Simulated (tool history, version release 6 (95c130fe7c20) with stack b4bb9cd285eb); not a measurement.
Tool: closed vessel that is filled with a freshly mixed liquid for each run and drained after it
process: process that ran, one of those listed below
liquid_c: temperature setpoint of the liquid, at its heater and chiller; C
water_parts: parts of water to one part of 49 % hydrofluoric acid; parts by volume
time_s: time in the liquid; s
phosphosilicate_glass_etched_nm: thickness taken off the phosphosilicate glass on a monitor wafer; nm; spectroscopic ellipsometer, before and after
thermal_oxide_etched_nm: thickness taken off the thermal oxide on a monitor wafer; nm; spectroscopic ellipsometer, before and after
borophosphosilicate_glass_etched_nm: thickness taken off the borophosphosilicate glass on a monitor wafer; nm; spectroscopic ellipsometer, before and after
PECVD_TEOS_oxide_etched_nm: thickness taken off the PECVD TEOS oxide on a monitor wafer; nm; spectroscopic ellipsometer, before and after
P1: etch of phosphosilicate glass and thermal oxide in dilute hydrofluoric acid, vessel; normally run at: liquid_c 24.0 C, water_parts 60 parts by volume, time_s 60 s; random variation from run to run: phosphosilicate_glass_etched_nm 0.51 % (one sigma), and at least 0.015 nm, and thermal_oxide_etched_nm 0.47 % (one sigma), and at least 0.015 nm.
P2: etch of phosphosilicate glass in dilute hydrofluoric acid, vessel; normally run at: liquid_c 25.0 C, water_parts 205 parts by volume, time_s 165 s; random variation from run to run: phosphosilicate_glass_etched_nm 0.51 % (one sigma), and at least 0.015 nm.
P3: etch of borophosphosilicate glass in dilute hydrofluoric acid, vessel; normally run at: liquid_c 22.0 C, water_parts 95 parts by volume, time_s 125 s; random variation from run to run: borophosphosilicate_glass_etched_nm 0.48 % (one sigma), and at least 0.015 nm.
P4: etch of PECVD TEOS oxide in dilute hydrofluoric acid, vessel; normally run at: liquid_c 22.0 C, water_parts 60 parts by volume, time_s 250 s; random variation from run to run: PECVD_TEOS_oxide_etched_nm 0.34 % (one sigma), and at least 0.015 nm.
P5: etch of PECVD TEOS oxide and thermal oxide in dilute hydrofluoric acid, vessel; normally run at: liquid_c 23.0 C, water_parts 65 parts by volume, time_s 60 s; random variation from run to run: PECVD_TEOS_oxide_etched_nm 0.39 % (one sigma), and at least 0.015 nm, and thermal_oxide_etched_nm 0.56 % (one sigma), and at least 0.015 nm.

| run | hour | process | liquid_c | water_parts | time_s | hours since the thermometer was replaced | hours since the hydrofluoric acid flow meter was replaced | phosphosilicate_glass_etched_nm | thermal_oxide_etched_nm | borophosphosilicate_glass_etched_nm | PECVD_TEOS_oxide_etched_nm |
|---|---|---|---|---|---|---|---|---|---|---|---|
| 1 | 14.8 | P1 | 24.0 | 60 | 60 | 1166.1 | 1063.4 | 62.4460 | 4.7827 |  |  |
| 2 | 22.8 | P3 | 22.0 | 95 | 125 | 1174.1 | 1071.4 |  |  | 50.454 |  |
| 3 | 36.1 | P5 | 23.0 | 40 | 60 | 1187.4 | 1084.7 |  | 6.6592 |  | 14.1700 |
| 4 | 44.6 | P3 | 22.0 | 95 | 125 | 1195.9 | 1093.2 |  |  | 50.925 |  |
| 5 | 56.6 | P4 | 22.0 | 60 | 250 | 1207.9 | 1105.2 |  |  |  | 48.1550 |
| 6 | 68.5 | P4 | 27.0 | 60 | 250 | 1219.8 | 1117.1 |  |  |  | 59.5570 |
| 7 | 80.9 | P1 | 17.0 | 20 | 60 | 1232.2 | 1129.5 | 146.3200 | 11.0860 |  |  |
| 8 | 91.2 | P4 | 22.0 | 110 | 250 | 1242.5 | 1139.8 |  |  |  | 25.0320 |
| 9 | 101.9 | P1 | 24.0 | 60 | 60 | 1253.2 | 1150.5 | 62.7420 | 4.7602 |  |  |
| 10 | 110.7 | P2 | 32.5 | 205 | 165 | 1262.0 | 1159.3 | 57.7220 |  |  |  |
| 11 | 122.5 | P4 | 22.0 | 60 | 250 | 1273.8 | 1171.1 |  |  |  | 48.3670 |
| 12 | 135.0 | P1 | 17.0 | 100 | 60 | 1286.3 | 1183.6 | 26.7440 | 2.0209 |  |  |
| 13 | 141.7 | P1 | 31.0 | 60 | 60 | 1293.0 | 1190.3 | 82.9090 | 6.2998 |  |  |
| 14 | 150.4 | P3 | 22.0 | 40 | 125 | 1301.7 | 1199.0 |  |  | 129.650 |  |
| 15 | 161.5 | P5 | 27.0 | 65 | 60 | 1312.8 | 1210.1 |  | 4.6276 |  | 9.8835 |
| 16 | 169.4 | P2 | 25.0 | 365 | 165 | 1320.7 | 1218.0 | 21.1910 |  |  |  |
| 17 | 180.2 | P4 | 22.0 | 60 | 460 | 1331.5 | 1228.8 |  |  |  | 88.7290 |
| 18 | 192.2 | P1 | 24.0 | 60 | 60 | 1343.5 | 1240.8 | 63.0000 | 4.7265 |  |  |
| 19 | 206.9 | P1 | 24.0 | 25 | 60 | 1358.2 | 1255.5 | 157.5900 | 11.9180 |  |  |
| 20 | 217.4 | P5 | 23.0 | 65 | 30 | 1368.7 | 1266.0 |  | 1.9879 |  | 4.2193 |
| 21 | 225.7 | P2 | 25.0 | 205 | 165 | 1377.0 | 1274.3 | 44.5570 |  |  |  |
| 22 | 234.1 | P1 | 24.0 | 60 | 60 | 1385.4 | 1282.7 | 62.9540 | 4.7674 |  |  |
| 23 | 245.8 | P1 | 24.0 | 105 | 60 | 1397.1 | 1294.4 | 34.0940 | 2.5835 |  |  |
| 24 | 253.8 | P1 | 24.0 | 60 | 60 | 1405.1 | 1302.4 | 62.4370 | 4.7480 |  |  |
| 25 | 266.0 | P3 | 22.0 | 95 | 30 | 1417.3 | 1314.6 |  |  | 12.209 |  |
| 26 | 280.4 | P1 | 20.0 | 60 | 60 | 1431.7 | 1329.0 | 53.6140 | 4.0394 |  |  |
| 27 | 292.5 | P5 | 23.0 | 65 | 60 | 1443.8 | 1341.1 |  | 3.9934 |  | 8.3982 |
| 28 | 305.9 | P1 | 24.0 | 60 | 30 | 1457.2 | 1354.5 | 31.5550 | 2.3553 |  |  |
| 29 | 317.3 | P2 | 25.0 | 205 | 35 | 1468.6 | 1365.9 | 9.4986 |  |  |  |
| 30 | 329.5 | P1 | 24.0 | 60 | 100 | 1480.8 | 1378.1 | 104.3800 | 8.0094 |  |  |
| 31 | 341.0 | P1 | 24.0 | 60 | 60 | 1492.3 | 1389.6 | 62.6160 | 4.7693 |  |  |
| 32 | 349.2 | P1 | 24.0 | 60 | 60 | 1500.5 | 1397.8 | 62.9140 | 4.7419 |  |  |
| 33 | 363.9 | P3 | 17.0 | 95 | 125 | 1515.2 | 1412.5 |  |  | 41.305 |  |
| 34 | 371.7 | P1 | 24.0 | 60 | 60 | 1523.0 | 1420.3 | 62.9110 | 4.7778 |  |  |
| 35 | 382.0 | P1 | 24.0 | 60 | 60 | 1533.3 | 1430.6 | 60.2710 | 4.6331 |  |  |
| 36 | 394.4 | P1 | 24.0 | 60 | 60 | 1545.7 | 1443.0 | 59.6110 | 4.4950 |  |  |
| 37 | 409.2 | P1 | 24.0 | 60 | 60 | 1560.5 | 1457.8 | 57.7450 | 4.4324 |  |  |
| 38 | 420.4 | P1 | 24.0 | 60 | 60 | 1571.7 | 1469.0 | 58.1170 | 4.3487 |  |  |
| 39 | 433.9 | P1 | 24.0 | 60 | 60 | 1585.2 | 1482.5 | 57.6160 | 4.3388 |  |  |
| 40 | 443.7 | P1 | 24.0 | 60 | 60 | 1595.0 | 1492.3 | 57.7300 | 4.3758 |  |  |
| 41 | 454.4 | P1 | 24.0 | 60 | 60 | 1605.7 | 1503.0 | 57.2940 | 4.3081 |  |  |
| 42 | 467.1 | P1 | 24.0 | 60 | 60 | 1618.4 | 1515.7 | 57.0870 | 4.3349 |  |  |

What P1 gives has crept away from where it was. These 2 causes fit the log equally well, each at the size given:
A: liquid colder than its thermometer reads (K) = 2.32
B: hydrofluoric acid flow below the setpoint (%) = 8.43
The creep began at about hour 371.7.

4 check runs are offered, each on 2 wafers whose results are averaged, their results left as question marks. Which one tells the causes apart?
| check 1 | 479.8 | P4 | 22.0 | 105 | 445 |  |  |  |  |  | ? |
| check 2 | 479.8 | P3 | 22.0 | 65 | 125 |  |  |  |  | ? |  |
| check 3 | 479.8 | P2 | 31.0 | 205 | 165 |  |  | ? |  |  |  |
| check 4 | 479.8 | P5 | 27.0 | 65 | 60 |  |  |  | ? |  | ? |

What each check would give under each cause:
| check | result | if A | if B |
|---|---|---|---|
| check 1 | PECVD_TEOS_oxide_etched_nm | 42.4540 | 42.2430 |
| check 2 | borophosphosilicate_glass_etched_nm | 69.861 | 69.964 |
| check 3 | phosphosilicate_glass_etched_nm | 50.6760 | 49.1160 |
| check 4 | thermal_oxide_etched_nm | 4.2658 | 4.2514 |
| check 4 | PECVD_TEOS_oxide_etched_nm | 9.0174 | 8.9869 |
How far apart the two closest causes lie, in the result that separates them most: check 1 0.5 %; check 2 0.15 %; check 3 3.13 %; check 4 0.34 %
Only check 3 tells the causes apart: in the others they would give nearly the same result.

Check 3 was then run and gave: phosphosilicate_glass_etched_nm 50.5690 nm. Which cause is it?

It is A: liquid colder than its thermometer reads (K).

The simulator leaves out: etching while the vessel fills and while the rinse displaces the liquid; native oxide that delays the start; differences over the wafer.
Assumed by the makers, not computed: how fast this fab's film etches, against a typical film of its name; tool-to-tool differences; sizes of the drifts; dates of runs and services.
